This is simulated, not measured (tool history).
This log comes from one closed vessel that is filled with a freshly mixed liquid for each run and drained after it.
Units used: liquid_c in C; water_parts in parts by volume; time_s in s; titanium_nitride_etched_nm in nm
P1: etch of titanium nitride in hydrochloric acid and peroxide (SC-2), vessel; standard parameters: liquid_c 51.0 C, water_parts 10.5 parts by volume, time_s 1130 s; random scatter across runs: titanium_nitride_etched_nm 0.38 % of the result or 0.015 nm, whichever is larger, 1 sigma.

Run 1, hour 6.3: liquid_c 51.0 C, water_parts 10.5 parts by volume, time_s 1130 s. Result: titanium_nitride_etched_nm 43.4390 nm.
Run 2, hour 13.2: liquid_c 51.0 C, water_parts 10.5 parts by volume, time_s 1130 s. Result: titanium_nitride_etched_nm 43.4030 nm.
Run 3, hour 19.9: liquid_c 36.0 C, water_parts 10.5 parts by volume, time_s 1130 s. Result: titanium_nitride_etched_nm 15.2740 nm.
Run 4, hour 32.7: liquid_c 51.0 C, water_parts 17.5 parts by volume, time_s 1130 s. Result: titanium_nitride_etched_nm 27.6870 nm.
Run 5, hour 42.3: liquid_c 51.0 C, water_parts 10.5 parts by volume, time_s 1130 s. Result: titanium_nitride_etched_nm 43.2660 nm.
Run 6, hour 51.1: liquid_c 64.0 C, water_parts 10.5 parts by volume, time_s 1130 s. Result: titanium_nitride_etched_nm 99.0200 nm.
Run 7, hour 61.2: liquid_c 51.0 C, water_parts 10.5 parts by volume, time_s 60 s. Result: titanium_nitride_etched_nm 2.3058 nm.
Run 8, hour 68.8: liquid_c 51.0 C, water_parts 10.5 parts by volume, time_s 2200 s. Result: titanium_nitride_etched_nm 84.3140 nm.
Run 9, hour 75.2: liquid_c 51.0 C, water_parts 10.5 parts by volume, time_s 1130 s. Result: titanium_nitride_etched_nm 43.2910 nm.
Run 10, hour 85.2: liquid_c 38.5 C, water_parts 10.5 parts by volume, time_s 125 s. Result: titanium_nitride_etched_nm 2.0296 nm.
Run 11, hour 91.3: liquid_c 51.0 C, water_parts 10.5 parts by volume, time_s 1130 s. Result: titanium_nitride_etched_nm 43.3420 nm.
Run 12, hour 99.6: liquid_c 51.0 C, water_parts 4.0 parts by volume, time_s 1130 s. Result: titanium_nitride_etched_nm 89.9830 nm.
Run 13, hour 106.9: liquid_c 51.0 C, water_parts 10.5 parts by volume, time_s 1130 s. Result: titanium_nitride_etched_nm 43.1490 nm.
Run 14, hour 118.2: liquid_c 51.0 C, water_parts 10.5 parts by volume, time_s 1130 s. Result: titanium_nitride_etched_nm 45.2450 nm.
Run 15, hour 124.6: liquid_c 51.0 C, water_parts 10.5 parts by volume, time_s 1130 s. Result: titanium_nitride_etched_nm 45.8510 nm.
Run 16, hour 135.8: liquid_c 51.0 C, water_parts 10.5 parts by volume, time_s 1130 s. Result: titanium_nitride_etched_nm 46.6810 nm.
Run 17, hour 141.5: liquid_c 51.0 C, water_parts 10.5 parts by volume, time_s 1130 s. Result: titanium_nitride_etched_nm 47.0540 nm.
Run 18, hour 152.5: liquid_c 51.0 C, water_parts 10.5 parts by volume, time_s 1130 s. Result: titanium_nitride_etched_nm 47.2120 nm.
Run 19, hour 159.5: liquid_c 51.0 C, water_parts 10.5 parts by volume, time_s 1130 s. Result: titanium_nitride_etched_nm 47.0770 nm.

For run 20, what comes out?
Run 20, hour 166.3: liquid_c 51.0 C, water_parts 10.5 parts by volume, time_s 1130 s. Result: titanium_nitride_etched_nm ?.

Run 20 yielded titanium_nitride_etched_nm 47.3390 nm.
